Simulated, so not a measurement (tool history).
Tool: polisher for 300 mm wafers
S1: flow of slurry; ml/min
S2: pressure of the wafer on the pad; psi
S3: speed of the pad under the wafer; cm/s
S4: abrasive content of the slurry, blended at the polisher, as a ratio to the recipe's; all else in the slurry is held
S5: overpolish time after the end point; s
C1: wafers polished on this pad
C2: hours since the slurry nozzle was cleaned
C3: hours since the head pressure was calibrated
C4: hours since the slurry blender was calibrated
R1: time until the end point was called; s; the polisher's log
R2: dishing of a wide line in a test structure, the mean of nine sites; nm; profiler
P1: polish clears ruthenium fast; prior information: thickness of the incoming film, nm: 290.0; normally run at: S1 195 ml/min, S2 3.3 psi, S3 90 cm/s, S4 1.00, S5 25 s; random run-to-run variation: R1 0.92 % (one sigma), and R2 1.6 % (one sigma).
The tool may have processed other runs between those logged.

run	day	S1	S2	S3	S4	S5	C1	C2	C3	C4	R1	R2
1	0.417	195	3.3	90	1.00	25	374	173.6	179.2	68.4	64.320	74.655
2	0.725	195	4.6	90	0.70	25	459	181.0	186.6	75.8	55.172	81.041
3	1.046	195	3.3	90	1.00	25	548	188.7	194.3	83.5	64.946	72.666
4	1.446	195	3.3	122	1.00	25	659	198.3	203.9	93.1	47.698	90.571
5	1.983	195	3.3	58	1.00	25	808	211.2	216.8	106.0	101.790	52.707
# day 2.125: head pressure recalibrated
6	2.304	195	3.3	90	1.00	8	897	218.9	4.4	113.7	64.305	29.749
7	2.779	115	3.3	90	1.00	25	1029	230.3	15.8	125.1	71.702	69.553
8	3.312	195	3.3	90	1.00	25	1177	243.1	28.6	137.9	64.759	74.332
9	3.617	195	3.3	90	1.00	45	1261	250.4	35.9	145.2	64.326	103.090
10	3.929	195	3.3	90	1.00	25	1348	257.9	43.4	152.7	63.668	71.879
11	4.462	195	4.5	90	1.00	25	1496	270.7	56.2	165.5	48.305	89.974
12	4.896	280	3.3	90	1.00	25	1616	281.1	66.6	175.9	60.700	74.826
13	5.325	195	3.3	90	0.75	25	1735	291.4	76.9	186.2	74.309	67.704
14	5.808	195	3.3	90	1.40	25	1869	303.0	88.5	197.8	56.610	78.419
15	6.104	195	1.5	90	1.00	25	1951	310.1	95.6	204.9	140.930	40.210
16	6.558	195	3.3	90	1.00	25	2077	321.0	106.5	215.8	65.774	72.943
17	7.004	195	3.3	90	1.00	25	2201	331.7	117.2	226.5	64.953	73.249
18	7.483	195	3.3	90	1.00	25	2334	343.2	128.7	238.0	67.446	70.382
19	7.821	195	3.3	90	1.00	25	2428	351.3	136.8	246.1	68.549	70.453
# day 8.029: head pressure recalibrated
20	8.246	195	3.3	90	1.00	25	2546	361.5	5.2	256.3	68.057	69.495
# day 8.404: worn pad replaced by a new one
21	8.738	195	3.3	90	1.00	25	92	373.3	17.0	268.1	69.232	72.162
22	9.058	195	3.3	90	1.00	25	181	381.0	24.7	275.8	70.173	67.599
23	9.450	195	3.3	90	1.00	25	290	390.4	34.1	285.2	69.891	68.397

The output of P1 has drifted from where it used to be. Each of the 2 causes below, taken at the size shown beside it, accounts for the log equally well:
A: slurry flow missing at the pad, % = 35.1
B: abrasive missing from the slurry, % = 14.1
The gradual shift began around day 7.004.
Excluded causes, each with its reason:
removal rate lost through wear of the pad, %: serviced after onset, at day 8.404, with no recovery of the prior output
head's pressure below its setpoint, %: serviced after onset, at day 8.029, with no recovery of the prior output

You are offered 4 check runs, listed below with question marks in place of their results; each one averages 5 wafers. Which run separates the listed causes by giving clearly different results for each?
check 1	9.842	125	3.3	90	1.00	25					?	?
check 2	9.842	195	2.2	90	1.00	25					?	?
check 3	9.842	195	3.3	68	1.00	25					?	?
check 4	9.842	195	3.3	116	1.00	25					?	?

Check results expected under each cause:
check	result	if A	if B
check 1	R1	77.713	75.014
check 1	R2	64.692	66.314
check 2	R1	104.450	104.460
check 2	R2	51.972	51.967
check 3	R1	92.159	92.171
check 3	R2	57.160	57.155
check 4	R1	54.024	54.031
check 4	R2	82.043	82.036
Smallest distance between any two causes, each pair judged by its most separating result, in per cent: check 1 3.54 %; check 2 0.01 %; check 3 0.01 %; check 4 0.01 %
Only check 1 tells the causes apart: in the others they would give nearly the same result.

After running check 1, the following was obtained: R1 77.496 s; R2 64.586 nm. Which cause does this point to?

It was cause A: slurry flow missing at the pad, %.
